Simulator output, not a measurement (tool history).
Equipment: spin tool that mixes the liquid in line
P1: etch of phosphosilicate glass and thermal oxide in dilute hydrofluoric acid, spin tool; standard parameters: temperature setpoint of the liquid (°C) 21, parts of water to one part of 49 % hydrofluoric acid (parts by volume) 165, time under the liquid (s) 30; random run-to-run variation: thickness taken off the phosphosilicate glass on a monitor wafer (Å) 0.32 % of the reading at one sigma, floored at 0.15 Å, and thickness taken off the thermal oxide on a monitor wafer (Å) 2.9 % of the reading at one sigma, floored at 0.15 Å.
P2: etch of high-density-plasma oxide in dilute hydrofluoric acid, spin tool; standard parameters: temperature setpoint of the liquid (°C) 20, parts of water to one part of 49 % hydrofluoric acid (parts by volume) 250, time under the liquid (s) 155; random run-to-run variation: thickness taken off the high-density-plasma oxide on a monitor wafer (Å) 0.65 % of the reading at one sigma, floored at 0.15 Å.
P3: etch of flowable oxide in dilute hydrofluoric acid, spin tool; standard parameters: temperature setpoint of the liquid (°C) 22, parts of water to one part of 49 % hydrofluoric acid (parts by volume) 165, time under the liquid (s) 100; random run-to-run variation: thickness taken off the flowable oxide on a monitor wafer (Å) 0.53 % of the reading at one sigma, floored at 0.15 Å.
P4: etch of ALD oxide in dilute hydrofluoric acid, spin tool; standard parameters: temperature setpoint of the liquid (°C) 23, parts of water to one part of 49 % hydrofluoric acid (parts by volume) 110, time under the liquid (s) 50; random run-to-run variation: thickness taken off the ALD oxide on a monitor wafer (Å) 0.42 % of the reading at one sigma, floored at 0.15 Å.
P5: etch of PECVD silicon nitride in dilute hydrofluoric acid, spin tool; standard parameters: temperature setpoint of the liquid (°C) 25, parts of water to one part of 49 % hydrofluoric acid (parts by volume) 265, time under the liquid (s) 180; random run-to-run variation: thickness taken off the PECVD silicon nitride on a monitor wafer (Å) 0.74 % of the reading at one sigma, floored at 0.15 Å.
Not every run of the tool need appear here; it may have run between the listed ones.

run,day,process that ran,temperature setpoint of the liquid (°C),parts of water to one part of 49 % hydrofluoric acid (parts by volume),time under the liquid (s),hours since the thermometer was replaced,hours since the hydrofluoric acid flow meter was replaced,thickness taken off the phosphosilicate glass on a monitor wafer (Å),thickness taken off the thermal oxide on a monitor wafer (Å),thickness taken off the PECVD silicon nitride on a monitor wafer (Å),thickness taken off the ALD oxide on a monitor wafer (Å),thickness taken off the flowable oxide on a monitor wafer (Å),thickness taken off the high-density-plasma oxide on a monitor wafer (Å)
1,0.725,P1,21,165,30,642.8,402.5,173.81,6.6482,,,,
2,1.112,P5,25,265,20,652.1,411.8,,,4.0056,,,
3,1.679,P4,23,30,50,665.7,425.4,,,,236.6,,
4,2.425,P5,25,455,180,683.6,443.3,,,21.487,,,
5,2.871,P1,21,165,30,694.3,454,173.32,7.1115,,,,
6,3.346,P4,23,110,100,705.7,465.4,,,,117.59,,
7,3.992,P3,22,165,100,721.2,480.9,,,,,237.21,
8,4.454,P2,20,250,80,732.3,492,,,,,,20.484
9,5.183,P3,17,165,100,749.8,509.5,,,,,192.89,
10,5.55,P1,21,165,15,758.6,518.3,87.38,3.7792,,,,
11,6.233,P3,22,100,100,775,534.7,,,,,418.71,
12,6.667,P5,18.5,265,180,785.4,545.1,,,24.389,,,
13,7.367,P1,21,35,30,802.2,561.9,947.55,35.668,,,,
14,7.892,P1,21,165,30,814.8,574.5,174.57,6.7281,,,,
15,8.612,P1,21,165,30,832.1,591.8,174.31,7.4078,,,,
16,9.35,P2,25,250,155,849.8,609.5,,,,,,46.915
17,9.954,P3,22,165,100,864.3,624,,,,,238.05,
18,10.533,P2,20,250,155,878.2,637.9,,,,,,39.69
19,10.883,P1,21,165,50,886.6,646.3,289.88,11.971,,,,
20,11.275,P2,20,140,155,896,655.7,,,,,,78.207
21,11.908,P4,23,110,50,911.2,670.9,,,,58.631,,
22,12.246,P3,22,165,185,919.3,679,,,,,437.87,
23,12.9,P5,25,265,180,935,694.7,,,37.246,,,
24,13.588,P1,17,165,30,951.5,711.2,147.97,6.1118,,,,
25,14.121,P1,21,165,30,964.3,724,174.78,6.5446,,,,
26,14.542,P1,17.5,165,15,974.4,734.1,75.583,2.8989,,,,
27,15.2,P1,28,165,30,990.2,749.9,226.33,9.0569,,,,
28,15.529,P1,21,290,30,998.1,757.8,87.557,3.5524,,,,
29,15.95,P4,27.5,110,50,1008.2,767.9,,,,70.04,,
30,16.362,P1,21,165,30,1018.1,777.8,173.05,6.7616,,,,
31,16.938,P1,21,165,30,1031.9,791.6,168.21,6.7473,,,,
32,17.396,P1,21,165,30,1042.9,802.6,166.24,6.6445,,,,
33,18.038,P1,21,165,30,1058.3,818,163.59,6.6762,,,,
34,18.754,P1,21,165,30,1075.5,835.2,160.86,6.5356,,,,
35,19.462,P1,21,165,30,1092.5,852.2,161.07,6.423,,,,
36,19.971,P1,21,165,30,1104.7,864.4,160.87,6.0593,,,,
37,20.625,P1,21,165,30,1120.4,880.1,160.71,6.4508,,,,
38,21.104,P1,21,165,30,1131.9,891.6,160.22,6.4743,,,,

What P1 gives has crept off from where it sat before. The 2 causes that follow fit the log equally well, each at the size noted:
A: liquid colder than its thermometer reads (K) = 2.09
B: hydrofluoric acid flow below the setpoint (%) = 6.75
The creep began at about day 16.362.

Consider the 4 check runs below, whose results appear as question marks and each of which averages 2 wafers. Which one distinguishes the causes, in that each cause would give it a clearly different result?
check 1,21.583,P2,20,250,155,,,,,,,,?
check 2,21.583,P4,23,110,50,,,,,,?,,
check 3,21.583,P3,22,165,100,,,,,,,?,
check 4,21.583,P5,25,265,180,,,,,?,,,

Predicted outcomes, by check and by cause:
check,result,if A,if B
check 1,thickness taken off the high-density-plasma oxide on a monitor wafer (Å),36.534,36.27
check 2,thickness taken off the ALD oxide on a monitor wafer (Å),53.705,53.95
check 3,thickness taken off the flowable oxide on a monitor wafer (Å),218.86,218.65
check 4,thickness taken off the PECVD silicon nitride on a monitor wafer (Å),32.423,34.41
Per check, the gap between the least separated pair of causes, taken in the result that splits them most: check 1 0.73 %; check 2 0.46 %; check 3 0.09 %; check 4 5.95 %
Check 4 distinguishes between the causes, while the remaining checks would return nearly the same result for all of them.

Here is what check 4 returned: thickness taken off the PECVD silicon nitride on a monitor wafer (Å) 32.402. Which cause is it?

Of the candidate causes, it is A: liquid colder than its thermometer reads (K).
